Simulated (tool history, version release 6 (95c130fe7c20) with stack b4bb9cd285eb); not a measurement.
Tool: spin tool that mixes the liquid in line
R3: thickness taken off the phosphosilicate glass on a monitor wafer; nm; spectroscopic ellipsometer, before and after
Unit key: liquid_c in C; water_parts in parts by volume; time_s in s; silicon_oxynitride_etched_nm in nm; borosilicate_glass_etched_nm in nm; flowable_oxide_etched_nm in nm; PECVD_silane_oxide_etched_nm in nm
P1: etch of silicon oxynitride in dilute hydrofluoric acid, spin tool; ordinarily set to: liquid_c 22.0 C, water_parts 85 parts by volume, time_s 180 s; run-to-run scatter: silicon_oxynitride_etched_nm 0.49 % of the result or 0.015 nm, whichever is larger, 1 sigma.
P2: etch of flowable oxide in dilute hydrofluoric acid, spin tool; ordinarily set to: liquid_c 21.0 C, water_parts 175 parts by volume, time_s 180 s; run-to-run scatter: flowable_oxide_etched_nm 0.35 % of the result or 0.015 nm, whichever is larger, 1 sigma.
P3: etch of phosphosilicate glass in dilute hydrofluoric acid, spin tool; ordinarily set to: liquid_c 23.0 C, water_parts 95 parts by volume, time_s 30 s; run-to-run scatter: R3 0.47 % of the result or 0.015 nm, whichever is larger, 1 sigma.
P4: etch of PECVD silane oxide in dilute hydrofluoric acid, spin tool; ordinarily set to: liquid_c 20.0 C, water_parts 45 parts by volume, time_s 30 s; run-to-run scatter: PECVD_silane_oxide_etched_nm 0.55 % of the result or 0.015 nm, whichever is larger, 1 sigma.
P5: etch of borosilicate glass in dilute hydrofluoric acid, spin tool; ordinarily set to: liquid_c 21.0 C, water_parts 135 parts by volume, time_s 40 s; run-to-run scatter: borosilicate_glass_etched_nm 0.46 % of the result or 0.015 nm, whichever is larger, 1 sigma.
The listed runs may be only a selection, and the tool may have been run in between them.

run 1 hour=5.2 | process=P1 liquid_c=22.0 water_parts=85 time_s=180 | silicon_oxynitride_etched_nm=6.4074
run 2 hour=11.0 | process=P5 liquid_c=27.5 water_parts=135 time_s=40 | borosilicate_glass_etched_nm=13.144
run 3 hour=17.3 | process=P5 liquid_c=21.0 water_parts=135 time_s=40 | borosilicate_glass_etched_nm=10.195
run 4 hour=27.0 | process=P3 liquid_c=17.5 water_parts=95 time_s=30 | R3=18.771
run 5 hour=34.8 | process=P2 liquid_c=21.0 water_parts=175 time_s=180 | flowable_oxide_etched_nm=35.677
run 6 hour=45.1 | process=P1 liquid_c=22.0 water_parts=85 time_s=180 | silicon_oxynitride_etched_nm=6.4127
run 7 hour=52.6 | process=P4 liquid_c=20.0 water_parts=45 time_s=30 | PECVD_silane_oxide_etched_nm=29.503
run 8 hour=58.5 | process=P5 liquid_c=21.0 water_parts=25 time_s=40 | borosilicate_glass_etched_nm=63.723
run 9 hour=64.2 | process=P1 liquid_c=22.0 water_parts=115 time_s=180 | silicon_oxynitride_etched_nm=4.6503
run 10 hour=73.0 | process=P1 liquid_c=22.0 water_parts=85 time_s=55 | silicon_oxynitride_etched_nm=1.9312
run 11 hour=78.3 | process=P5 liquid_c=21.0 water_parts=135 time_s=40 | borosilicate_glass_etched_nm=10.232
run 12 hour=84.7 | process=P3 liquid_c=23.0 water_parts=95 time_s=15 | R3=11.835
run 13 hour=93.6 | process=P3 liquid_c=23.0 water_parts=95 time_s=30 | R3=23.711
run 14 hour=98.6 | process=P1 liquid_c=27.5 water_parts=85 time_s=180 | silicon_oxynitride_etched_nm=8.2599
run 15 hour=108.6 | process=P3 liquid_c=23.0 water_parts=20 time_s=30 | R3=123.850
run 16 hour=114.9 | process=P1 liquid_c=22.0 water_parts=85 time_s=180 | silicon_oxynitride_etched_nm=6.4449
run 17 hour=122.1 | process=P5 liquid_c=21.0 water_parts=135 time_s=80 | borosilicate_glass_etched_nm=20.489
run 18 hour=132.3 | process=P1 liquid_c=22.0 water_parts=85 time_s=340 | silicon_oxynitride_etched_nm=12.0000
run 19 hour=138.3 | process=P4 liquid_c=20.0 water_parts=20 time_s=30 | PECVD_silane_oxide_etched_nm=68.356
run 20 hour=146.8 | process=P4 liquid_c=17.0 water_parts=45 time_s=30 | PECVD_silane_oxide_etched_nm=25.910
run 21 hour=156.6 | process=P1 liquid_c=22.0 water_parts=85 time_s=180 | silicon_oxynitride_etched_nm=6.3994
run 22 hour=162.1 | process=P1 liquid_c=25.5 water_parts=125 time_s=180 | silicon_oxynitride_etched_nm=4.9678
run 23 hour=167.9 | process=P4 liquid_c=20.0 water_parts=45 time_s=55 | PECVD_silane_oxide_etched_nm=53.668
run 24 hour=174.2 | process=P1 liquid_c=22.0 water_parts=85 time_s=180 | silicon_oxynitride_etched_nm=6.3779
run 25 hour=179.0 | process=P3 liquid_c=23.0 water_parts=95 time_s=30 | R3=23.613
run 26 hour=186.6 | process=P1 liquid_c=29.5 water_parts=85 time_s=290 | silicon_oxynitride_etched_nm=14.6740
run 27 hour=195.5 | process=P2 liquid_c=21.0 water_parts=320 time_s=180 | flowable_oxide_etched_nm=16.990
run 28 hour=203.7 | process=P1 liquid_c=22.0 water_parts=45 time_s=180 | silicon_oxynitride_etched_nm=12.4350
run 29 hour=208.2 | process=P1 liquid_c=17.5 water_parts=85 time_s=180 | silicon_oxynitride_etched_nm=5.1381
run 30 hour=217.2 | process=P4 liquid_c=20.0 water_parts=45 time_s=30 | PECVD_silane_oxide_etched_nm=29.209
run 31 hour=226.8 | process=P2 liquid_c=17.0 water_parts=175 time_s=180 | flowable_oxide_etched_nm=30.456
run 32 hour=233.9 | process=P2 liquid_c=21.0 water_parts=175 time_s=80 | flowable_oxide_etched_nm=15.918
run 33 hour=242.4 | process=P1 liquid_c=22.0 water_parts=85 time_s=180 | silicon_oxynitride_etched_nm=6.3665
run 34 hour=250.1 | process=P1 liquid_c=22.0 water_parts=85 time_s=180 | silicon_oxynitride_etched_nm=6.0977
run 35 hour=257.3 | process=P1 liquid_c=22.0 water_parts=85 time_s=180 | silicon_oxynitride_etched_nm=6.0501
run 36 hour=263.7 | process=P1 liquid_c=22.0 water_parts=85 time_s=180 | silicon_oxynitride_etched_nm=5.9835
run 37 hour=271.5 | process=P1 liquid_c=22.0 water_parts=85 time_s=180 | silicon_oxynitride_etched_nm=5.9512
run 38 hour=280.6 | process=P1 liquid_c=22.0 water_parts=85 time_s=180 | silicon_oxynitride_etched_nm=5.9244
run 39 hour=287.2 | process=P1 liquid_c=22.0 water_parts=85 time_s=180 | silicon_oxynitride_etched_nm=5.9146

The output of P1 has drifted from where it used to be. Each of the 2 causes below, taken at the size shown beside it, accounts for the log equally well:
A: liquid colder than its thermometer reads (K) = 1.63
B: hydrofluoric acid flow below the setpoint (%) = 7.17
At approximately hour 242.4, the process output began to creep.

Listed below are the offered check runs, one wafer per run, with question marks in place of results. For which of them would the causes give clearly different outcomes?
run check 1 hour=293.8 | process=P4 liquid_c=17.0 water_parts=45 time_s=30 | PECVD_silane_oxide_etched_nm=?
run check 2 hour=293.8 | process=P5 liquid_c=21.0 water_parts=30 time_s=80 | borosilicate_glass_etched_nm=?
run check 3 hour=293.8 | process=P2 liquid_c=21.0 water_parts=315 time_s=180 | flowable_oxide_etched_nm=?
run check 4 hour=293.8 | process=P3 liquid_c=23.0 water_parts=30 time_s=30 | R3=?

Expected result of each check under each candidate cause:
check=check_1 result=PECVD_silane_oxide_etched_nm if_A=24.042 if_B=23.878
check=check_2 result=borosilicate_glass_etched_nm if_A=97.103 if_B=96.405
check=check_3 result=flowable_oxide_etched_nm if_A=16.357 if_B=15.760
check=check_4 result=R3 if_A=75.924 if_B=75.289
Gap, in per cent, between the two causes that each check separates least, read from the result that separates them most: check 1 0.68 %; check 2 0.72 %; check 3 3.72 %; check 4 0.84 %
Check 3 is the one run that separates the causes; every other check would come out nearly the same whichever cause is at work.

Running check 3 produced the following: flowable_oxide_etched_nm 15.814 nm. Which one of the listed causes fits?

It is B: hydrofluoric acid flow below the setpoint (%).
